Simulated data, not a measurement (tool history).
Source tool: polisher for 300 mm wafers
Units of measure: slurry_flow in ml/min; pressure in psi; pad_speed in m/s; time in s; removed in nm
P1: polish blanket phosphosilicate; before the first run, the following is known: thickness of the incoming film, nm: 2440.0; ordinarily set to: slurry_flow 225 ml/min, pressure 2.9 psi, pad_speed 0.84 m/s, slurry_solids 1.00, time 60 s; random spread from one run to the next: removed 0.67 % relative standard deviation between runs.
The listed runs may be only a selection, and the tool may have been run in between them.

run,day,slurry_flow,pressure,pad_speed,slurry_solids,time,wafers polished on this pad,hours since the slurry nozzle was cleaned,hours since the head pressure was calibrated,hours since the slurry blender was calibrated,hours since the conditioning disc was replaced,removed
1,0.354,225,2.9,0.84,1.00,60,221,207.8,161.0,222.1,247.3,411.53
2,0.979,225,2.9,0.84,1.00,60,340,222.8,176.0,237.1,262.3,410.56
3,1.367,225,2.9,0.84,1.00,60,414,232.1,185.3,246.4,271.6,405.31
4,1.817,225,2.9,0.84,0.60,60,500,242.9,196.1,257.2,282.4,312.00
5,2.129,225,2.9,0.84,1.00,60,559,250.4,203.6,264.7,289.9,409.41
6,2.754,225,2.9,0.84,1.00,31,679,265.4,218.6,279.7,304.9,213.17
# day 3.038: slurry nozzle cleaned
# day 3.092: slurry blender recalibrated
7,3.346,285,2.9,0.84,1.00,60,792,7.4,232.8,6.2,319.1,417.57
8,3.742,225,2.9,1.04,1.00,40,867,16.9,242.3,15.7,328.6,321.46
9,4.171,225,2.9,0.84,1.25,60,949,27.2,252.6,26.0,338.9,448.47
10,4.508,225,2.9,0.84,1.00,78,1013,35.3,260.7,34.1,347.0,528.68
11,4.854,135,2.9,0.84,1.00,60,1079,43.6,269.0,42.4,355.3,377.71
12,5.333,225,1.9,0.84,1.00,60,1171,55.1,280.5,53.9,366.8,269.82
13,5.996,225,2.9,0.84,1.00,60,1297,71.0,296.4,69.8,382.7,404.51
14,6.346,225,2.9,0.54,1.00,60,1364,79.4,304.8,78.2,391.1,286.05
15,7.008,225,2.9,1.32,1.00,60,1491,95.3,320.7,94.1,407.0,584.25
16,7.488,225,2.9,0.84,1.00,60,1582,106.8,332.2,105.6,418.5,407.56
17,7.829,225,4.3,0.84,1.00,60,1647,115.0,340.4,113.8,426.7,600.09
18,8.179,135,2.9,1.06,1.00,60,1714,123.4,348.8,122.2,435.1,455.40
19,8.746,225,2.9,0.84,1.00,60,1822,137.0,362.4,135.8,448.7,405.06
20,9.188,225,2.9,0.84,1.00,60,1906,147.6,373.0,146.4,459.3,397.79
21,9.512,225,2.9,0.84,1.00,60,1968,155.4,380.8,154.2,467.1,387.11
22,9.821,225,2.9,0.84,1.00,60,2027,162.8,388.2,161.6,474.5,387.46
23,10.142,225,2.9,0.84,1.00,60,2088,170.5,395.9,169.3,482.2,379.59
24,10.733,225,2.9,0.84,1.00,60,2201,184.7,410.1,183.5,496.4,379.02
25,11.096,225,2.9,0.84,1.00,60,2271,193.4,418.8,192.2,505.1,377.33
# day 11.308: slurry nozzle cleaned
# day 11.396: head pressure recalibrated
26,11.433,225,2.9,0.84,1.00,60,2335,3.1,0.9,200.3,513.2,375.21
# day 11.600: conditioning disc replaced and pad reconditioned
27,12.017,225,2.9,0.84,1.00,60,2446,17.1,14.9,214.3,10.1,377.46
28,12.558,225,2.9,0.84,1.00,60,2550,30.1,27.9,227.3,23.1,371.81
29,13.162,225,2.9,0.84,1.00,60,2665,44.6,42.4,241.8,37.6,373.68

The output of P1 has drifted from where it used to be. Each of the 2 causes below, taken at the size shown beside it, accounts for the log equally well:
A: removal rate lost through wear of the pad, % = 7.83
B: abrasive missing from the slurry, % = 15.7
The process output started creeping at around day 8.746.
Each remaining cause and why it is not a fit:
slurry flow missing at the pad, %: maintenance at day 11.308, after the shift began, did not return the process to its former output
head's pressure below its setpoint, %: maintenance at day 11.396, after the shift began, did not return the process to its former output
time polished since the conditioner stopped cutting, s: maintenance at day 11.600, after the shift began, did not return the process to its former output

Below are 4 check runs, each averaged over 5 wafers, with their results shown as question marks. Which of them would give clearly different results depending on which cause is behind the drift?
check 1,13.767,225,2.3,0.84,1.00,60,,,,,,?
check 2,13.767,225,4.0,0.84,1.00,60,,,,,,?
check 3,13.767,225,3.9,0.84,1.00,60,,,,,,?
check 4,13.767,225,3.6,0.84,0.60,60,,,,,,?

Outcome of each check run for each possible cause:
check,result,if A,if B
check 1,removed,297.08,297.16
check 2,removed,516.65,516.79
check 3,removed,503.74,503.87
check 4,removed,356.85,349.34
Distance between the nearest two causes, measured in the result of the check that separates them most: check 1 0.03 %; check 2 0.03 %; check 3 0.03 %; check 4 2.13 %
Of the check runs offered, only check 4 discriminates between the causes; the rest would read about the same regardless of which cause applies.

The results of check 4 are: removed 355.63 nm. Based on these, which of the listed causes is it?

A is the cause: removal rate lost through wear of the pad, %.

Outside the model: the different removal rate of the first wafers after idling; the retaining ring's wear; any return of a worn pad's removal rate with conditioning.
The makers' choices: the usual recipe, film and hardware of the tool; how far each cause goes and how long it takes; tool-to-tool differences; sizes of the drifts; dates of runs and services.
